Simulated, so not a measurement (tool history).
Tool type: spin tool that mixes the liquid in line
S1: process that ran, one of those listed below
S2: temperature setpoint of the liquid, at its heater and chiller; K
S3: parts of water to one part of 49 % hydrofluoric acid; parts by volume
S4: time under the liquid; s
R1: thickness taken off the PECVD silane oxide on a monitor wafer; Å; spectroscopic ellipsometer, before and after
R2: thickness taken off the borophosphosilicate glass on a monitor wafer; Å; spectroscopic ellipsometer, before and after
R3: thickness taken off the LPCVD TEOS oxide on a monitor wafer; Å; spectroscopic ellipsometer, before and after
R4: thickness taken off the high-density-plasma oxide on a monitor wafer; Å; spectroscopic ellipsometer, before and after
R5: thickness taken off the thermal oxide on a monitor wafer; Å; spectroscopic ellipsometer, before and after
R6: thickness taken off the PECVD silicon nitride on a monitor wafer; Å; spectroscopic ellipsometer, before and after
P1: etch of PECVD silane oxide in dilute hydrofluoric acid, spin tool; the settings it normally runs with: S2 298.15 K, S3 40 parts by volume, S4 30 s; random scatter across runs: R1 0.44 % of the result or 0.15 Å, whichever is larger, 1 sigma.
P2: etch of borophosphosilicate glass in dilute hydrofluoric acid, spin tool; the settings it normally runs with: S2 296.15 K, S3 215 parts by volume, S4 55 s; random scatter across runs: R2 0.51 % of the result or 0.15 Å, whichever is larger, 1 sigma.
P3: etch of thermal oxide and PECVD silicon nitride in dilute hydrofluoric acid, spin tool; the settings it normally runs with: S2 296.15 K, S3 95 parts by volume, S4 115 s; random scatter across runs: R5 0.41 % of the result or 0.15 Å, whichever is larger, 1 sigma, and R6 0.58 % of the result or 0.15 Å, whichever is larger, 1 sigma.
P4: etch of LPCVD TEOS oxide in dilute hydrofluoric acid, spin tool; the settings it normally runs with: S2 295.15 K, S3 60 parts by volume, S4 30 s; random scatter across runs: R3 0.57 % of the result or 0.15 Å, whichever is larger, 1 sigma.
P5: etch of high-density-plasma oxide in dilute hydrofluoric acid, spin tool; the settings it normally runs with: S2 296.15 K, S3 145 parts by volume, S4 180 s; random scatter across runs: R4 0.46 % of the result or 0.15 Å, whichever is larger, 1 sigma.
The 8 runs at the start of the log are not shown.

run,hour,S1,S2,S3,S4,R1,R2,R3,R4,R5,R6
9,42.6,P1,304.15,40,30,445.61,,,,,
10,48,P1,293.15,40,30,282.23,,,,,
11,53.1,P1,303.65,20,30,900.47,,,,,
12,57.6,P1,298.15,40,30,349.22,,,,,
13,62.9,P5,296.15,145,180,,,,67.632,,
14,66.8,P3,296.15,95,115,,,,,58.058,61.997
15,71,P1,298.15,55,30,248.53,,,,,
16,75.2,P4,290.15,60,30,,,65.706,,,
17,79.9,P2,296.15,215,55,,90.104,,,,
18,85.5,P5,296.15,260,180,,,,33.601,,
19,90.3,P1,298.15,40,30,350.99,,,,,
20,96.2,P2,302.65,215,55,,115.48,,,,
21,101,P1,298.15,40,60,698.96,,,,,
22,106.1,P3,292.65,95,115,,,,,50.231,48.776
23,109,P2,296.15,50,55,,475.97,,,,
24,112.4,P4,295.15,20,30,,,257.45,,,
25,117.3,P1,298.15,40,30,347.52,,,,,
26,121.2,P4,295.15,60,15,,,41.354,,,
27,126.3,P5,296.15,145,290,,,,108.17,,
28,131.2,P5,290.15,145,180,,,,53.575,,
29,136.6,P3,296.15,95,215,,,,,107.89,117.76
30,142.3,P1,298.15,40,15,173.31,,,,,
31,146.9,P1,298.15,40,30,349.21,,,,,
32,151.9,P1,290.65,60,30,165.95,,,,,

The next listed run, before its measurement:
33,157.3,P1,298.15,40,30,?,,,,,

Run 33 gave R1 349.65 Å.

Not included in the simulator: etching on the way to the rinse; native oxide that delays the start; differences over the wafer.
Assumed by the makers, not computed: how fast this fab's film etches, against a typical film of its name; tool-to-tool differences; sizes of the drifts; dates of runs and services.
